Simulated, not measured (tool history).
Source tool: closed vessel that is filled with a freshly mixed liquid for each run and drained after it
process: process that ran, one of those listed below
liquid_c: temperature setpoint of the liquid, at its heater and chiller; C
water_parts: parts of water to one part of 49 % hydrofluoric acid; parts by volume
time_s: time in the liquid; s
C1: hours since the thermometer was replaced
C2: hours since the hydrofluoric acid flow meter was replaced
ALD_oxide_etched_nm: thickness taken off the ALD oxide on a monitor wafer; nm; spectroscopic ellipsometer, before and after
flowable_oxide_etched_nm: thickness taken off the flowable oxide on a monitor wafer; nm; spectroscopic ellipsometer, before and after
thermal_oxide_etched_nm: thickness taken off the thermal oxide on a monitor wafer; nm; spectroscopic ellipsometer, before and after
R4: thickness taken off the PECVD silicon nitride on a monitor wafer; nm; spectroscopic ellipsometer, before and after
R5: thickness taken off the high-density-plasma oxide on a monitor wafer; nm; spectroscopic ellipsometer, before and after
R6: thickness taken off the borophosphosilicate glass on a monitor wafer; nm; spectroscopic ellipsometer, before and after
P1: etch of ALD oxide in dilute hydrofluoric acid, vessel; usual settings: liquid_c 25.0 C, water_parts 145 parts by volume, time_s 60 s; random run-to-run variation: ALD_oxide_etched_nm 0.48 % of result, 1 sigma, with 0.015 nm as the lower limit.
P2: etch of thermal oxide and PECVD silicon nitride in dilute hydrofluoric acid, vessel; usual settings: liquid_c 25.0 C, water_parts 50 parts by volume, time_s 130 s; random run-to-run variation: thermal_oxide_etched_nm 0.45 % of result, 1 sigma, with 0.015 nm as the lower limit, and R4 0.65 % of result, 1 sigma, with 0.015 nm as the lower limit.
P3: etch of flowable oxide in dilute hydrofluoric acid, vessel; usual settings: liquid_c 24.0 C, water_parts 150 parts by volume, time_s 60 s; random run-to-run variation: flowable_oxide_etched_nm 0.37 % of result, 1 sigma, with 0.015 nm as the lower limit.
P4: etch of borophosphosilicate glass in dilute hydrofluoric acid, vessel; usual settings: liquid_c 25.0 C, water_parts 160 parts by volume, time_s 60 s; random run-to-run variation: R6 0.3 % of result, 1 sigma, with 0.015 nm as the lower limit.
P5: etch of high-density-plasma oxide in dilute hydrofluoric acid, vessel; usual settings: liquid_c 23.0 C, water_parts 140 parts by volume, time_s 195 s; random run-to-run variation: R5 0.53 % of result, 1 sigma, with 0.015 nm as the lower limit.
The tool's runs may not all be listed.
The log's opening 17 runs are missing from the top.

{"run": 18, "day": 2.8, "process": "P1", "liquid_c": 25.0, "water_parts": 145, "time_s": 60, "C1": 572.2, "C2": 803.3, "ALD_oxide_etched_nm": 7.1054}
{"run": 19, "day": 3.033, "process": "P2", "liquid_c": 31.0, "water_parts": 50, "time_s": 130, "C1": 577.8, "C2": 808.9, "thermal_oxide_etched_nm": 16.909, "R4": 6.8154}
{"run": 20, "day": 3.212, "process": "P5", "liquid_c": 23.0, "water_parts": 215, "time_s": 195, "C1": 582.1, "C2": 813.2, "R5": 5.6336}
{"run": 21, "day": 3.454, "process": "P5", "liquid_c": 23.0, "water_parts": 140, "time_s": 195, "C1": 587.9, "C2": 819.0, "R5": 9.5213}
{"day": 3.538, "done": "thermometer replaced"}
{"run": 22, "day": 3.612, "process": "P1", "liquid_c": 25.0, "water_parts": 145, "time_s": 105, "C1": 1.8, "C2": 822.8, "ALD_oxide_etched_nm": 12.566}
{"run": 23, "day": 3.804, "process": "P2", "liquid_c": 25.0, "water_parts": 50, "time_s": 130, "C1": 6.4, "C2": 827.4, "thermal_oxide_etched_nm": 13.257, "R4": 4.6075}
{"run": 24, "day": 3.912, "process": "P2", "liquid_c": 25.0, "water_parts": 85, "time_s": 130, "C1": 9.0, "C2": 830.0, "thermal_oxide_etched_nm": 7.5354, "R4": 2.7565}
{"run": 25, "day": 4.133, "process": "P3", "liquid_c": 19.0, "water_parts": 150, "time_s": 60, "C1": 14.3, "C2": 835.3, "flowable_oxide_etched_nm": 10.523}
{"run": 26, "day": 4.3, "process": "P1", "liquid_c": 20.0, "water_parts": 145, "time_s": 60, "C1": 18.3, "C2": 839.3, "ALD_oxide_etched_nm": 5.8837}
{"run": 27, "day": 4.475, "process": "P1", "liquid_c": 32.5, "water_parts": 145, "time_s": 30, "C1": 22.5, "C2": 843.5, "ALD_oxide_etched_nm": 4.7012}
{"run": 28, "day": 4.679, "process": "P5", "liquid_c": 23.0, "water_parts": 140, "time_s": 195, "C1": 27.4, "C2": 848.4, "R5": 9.4875}
{"run": 29, "day": 4.867, "process": "P4", "liquid_c": 25.0, "water_parts": 230, "time_s": 60, "C1": 31.9, "C2": 852.9, "R6": 14.24}
{"run": 30, "day": 5.062, "process": "P4", "liquid_c": 25.0, "water_parts": 160, "time_s": 90, "C1": 36.6, "C2": 857.6, "R6": 33.298}

Run 31, settings as shown, results not yet in. Your forecast:
{"run": 31, "day": 5.258, "process": "P3", "liquid_c": 24.0, "water_parts": 150, "time_s": 60, "C1": 41.3, "C2": 862.3, "flowable_oxide_etched_nm": "?"}

{"run 31": {"flowable_oxide_etched_nm": 12.784}}
